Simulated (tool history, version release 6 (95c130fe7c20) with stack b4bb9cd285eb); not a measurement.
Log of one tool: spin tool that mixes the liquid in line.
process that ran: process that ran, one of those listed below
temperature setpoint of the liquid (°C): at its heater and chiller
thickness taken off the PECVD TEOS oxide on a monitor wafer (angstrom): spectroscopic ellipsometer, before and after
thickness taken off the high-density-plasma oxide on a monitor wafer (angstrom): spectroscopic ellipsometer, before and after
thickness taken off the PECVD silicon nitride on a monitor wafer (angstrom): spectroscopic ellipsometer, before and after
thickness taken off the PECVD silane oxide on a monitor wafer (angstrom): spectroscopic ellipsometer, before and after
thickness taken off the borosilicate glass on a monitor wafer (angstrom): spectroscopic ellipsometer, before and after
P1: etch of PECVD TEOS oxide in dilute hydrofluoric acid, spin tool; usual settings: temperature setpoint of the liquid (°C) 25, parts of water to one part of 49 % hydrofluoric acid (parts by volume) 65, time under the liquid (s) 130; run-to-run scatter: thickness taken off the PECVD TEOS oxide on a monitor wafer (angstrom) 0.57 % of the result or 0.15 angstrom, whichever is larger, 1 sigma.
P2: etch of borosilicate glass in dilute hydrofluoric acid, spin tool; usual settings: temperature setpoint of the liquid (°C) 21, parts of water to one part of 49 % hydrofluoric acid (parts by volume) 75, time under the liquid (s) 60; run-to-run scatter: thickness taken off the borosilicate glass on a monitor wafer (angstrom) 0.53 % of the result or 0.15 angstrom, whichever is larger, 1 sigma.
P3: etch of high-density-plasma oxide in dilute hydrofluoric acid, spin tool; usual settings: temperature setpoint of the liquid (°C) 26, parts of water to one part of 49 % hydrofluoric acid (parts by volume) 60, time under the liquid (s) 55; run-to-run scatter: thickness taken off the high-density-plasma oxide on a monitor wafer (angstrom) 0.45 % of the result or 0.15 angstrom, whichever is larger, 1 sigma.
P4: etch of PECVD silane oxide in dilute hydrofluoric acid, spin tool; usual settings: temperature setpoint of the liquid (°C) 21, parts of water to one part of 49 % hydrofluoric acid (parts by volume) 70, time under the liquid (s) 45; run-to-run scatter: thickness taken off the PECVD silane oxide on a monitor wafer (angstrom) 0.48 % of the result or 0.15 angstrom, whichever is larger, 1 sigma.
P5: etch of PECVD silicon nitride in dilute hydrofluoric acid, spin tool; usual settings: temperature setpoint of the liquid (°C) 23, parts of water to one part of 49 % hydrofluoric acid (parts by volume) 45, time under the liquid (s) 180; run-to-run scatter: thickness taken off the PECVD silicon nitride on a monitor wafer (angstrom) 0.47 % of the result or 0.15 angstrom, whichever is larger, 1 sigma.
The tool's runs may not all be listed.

run	day	process that ran	temperature setpoint of the liquid (°C)	parts of water to one part of 49 % hydrofluoric acid (parts by volume)	time under the liquid (s)	hours since the thermometer was replaced	hours since the hydrofluoric acid flow meter was replaced	thickness taken off the PECVD TEOS oxide on a monitor wafer (angstrom)	thickness taken off the high-density-plasma oxide on a monitor wafer (angstrom)	thickness taken off the PECVD silicon nitride on a monitor wafer (angstrom)	thickness taken off the PECVD silane oxide on a monitor wafer (angstrom)	thickness taken off the borosilicate glass on a monitor wafer (angstrom)
1	0.188	P1	25	65	130	469.8	237.7	265.48				
2	0.408	P3	26	60	55	475.1	243		55.824			
3	0.725	P5	23	45	340	482.7	250.6			119.33		
4	0.971	P4	21	20	45	488.6	256.5				662.38	
5	1.196	P1	32.5	65	130	494	261.9	350.56				
6	1.45	P1	28.5	65	190	500.1	268	435				
7	1.596	P4	21	70	45	503.6	271.5				176.7	
8	1.742	P1	25	20	130	507.1	275	906.65				
9	1.888	P5	23	45	180	510.6	278.5			62.953		
10	2.146	P5	31	45	180	516.8	284.7			107.9		
11	2.4	P1	25	65	210	522.9	290.8	422.11				
12	2.629	P4	17	70	45	528.4	296.3				150.13	
13	2.929	P3	26	85	55	535.6	303.5		38.205			
14	3.121	P2	21	140	60	540.2	308.1					205.81
15	3.317	P1	21	65	130	544.9	312.8	221.78				
# day 3.35: thermometer replaced
16	3.533	P1	25	65	130	4.4	318	261.01				
17	3.725	P1	25	65	130	9	322.6	263.93				
18	3.954	P5	23	60	180	14.5	328.1			47.927		
19	4.158	P3	26	60	55	19.4	333		55.096			
20	4.467	P1	25	65	15	26.8	340.4	30.347				
21	4.675	P1	25	65	130	31.8	345.4	263.73				
22	4.983	P1	18	90	130	39.2	352.8	137.82				
23	5.138	P5	23	45	180	42.9	356.5			63.018		
24	5.425	P1	25	65	130	49.8	363.4	263.24				
25	5.638	P4	21	70	45	54.9	368.5				176.52	
26	5.929	P2	21	75	20	61.9	375.5					135.39
27	6.075	P2	21	75	60	65.4	379					408.23
28	6.333	P4	21	70	75	71.6	385.2				295.79	
29	6.617	P1	25	40	215	78.4	392	728.92				
30	6.829	P3	32	60	55	83.5	397.1		70.283			
31	7.05	P1	25	95	130	88.8	402.4	174				
32	7.317	P2	17	75	60	95.2	408.8					348.42
33	7.529	P3	26	60	85	100.3	413.9		85.733			
34	7.783	P1	25	65	130	106.4	420	265.58				
35	8.075	P1	25	65	130	113.4	427	262.82				
36	8.258	P1	25	65	130	117.8	431.4	265.85				
37	8.483	P1	25	65	130	123.2	436.8	273.08				
38	8.638	P1	25	65	130	126.9	440.5	278.5				
39	8.833	P1	25	65	130	131.6	445.2	278.59				
40	9.042	P1	25	65	130	136.6	450.2	281.31				
41	9.296	P1	25	65	130	142.7	456.3	279.98				
42	9.608	P1	25	65	130	150.2	463.8	283.99				
43	9.858	P1	25	65	130	156.2	469.8	284.78				
44	10.158	P1	25	65	130	163.4	477	280.85				

What P1 gives has crept away from where it was. These 2 causes fit the log equally well, each at the size given:
A: hydrofluoric acid flow above the setpoint (%) = 7.29
B: liquid hotter than its thermometer reads (K) = 1.91
The creep began at about day 8.075.

4 check runs are offered, one wafer each, their results left as question marks. Which one tells the causes apart?
check 1	10.458	P3	26	60	55				?			
check 2	10.458	P5	23	45	180					?		
check 3	10.458	P2	21	75	60							?
check 4	10.458	P4	21	70	45						?	

What each check would give under each cause:
check	result	if A	if B
check 1	thickness taken off the high-density-plasma oxide on a monitor wafer (angstrom)	59.914	59.918
check 2	thickness taken off the PECVD silicon nitride on a monitor wafer (angstrom)	67.757	71.986
check 3	thickness taken off the borosilicate glass on a monitor wafer (angstrom)	442.17	443.02
check 4	thickness taken off the PECVD silane oxide on a monitor wafer (angstrom)	190.97	191.46
How far apart the two closest causes lie, in the result that separates them most: check 1 0.01 %; check 2 6.05 %; check 3 0.19 %; check 4 0.26 %
Only check 2 tells the causes apart: in the others they would give nearly the same result.

Then check 2 was run and gave: thickness taken off the PECVD silicon nitride on a monitor wafer (angstrom) 67.529. Which cause is it?

It is A: hydrofluoric acid flow above the setpoint (%).
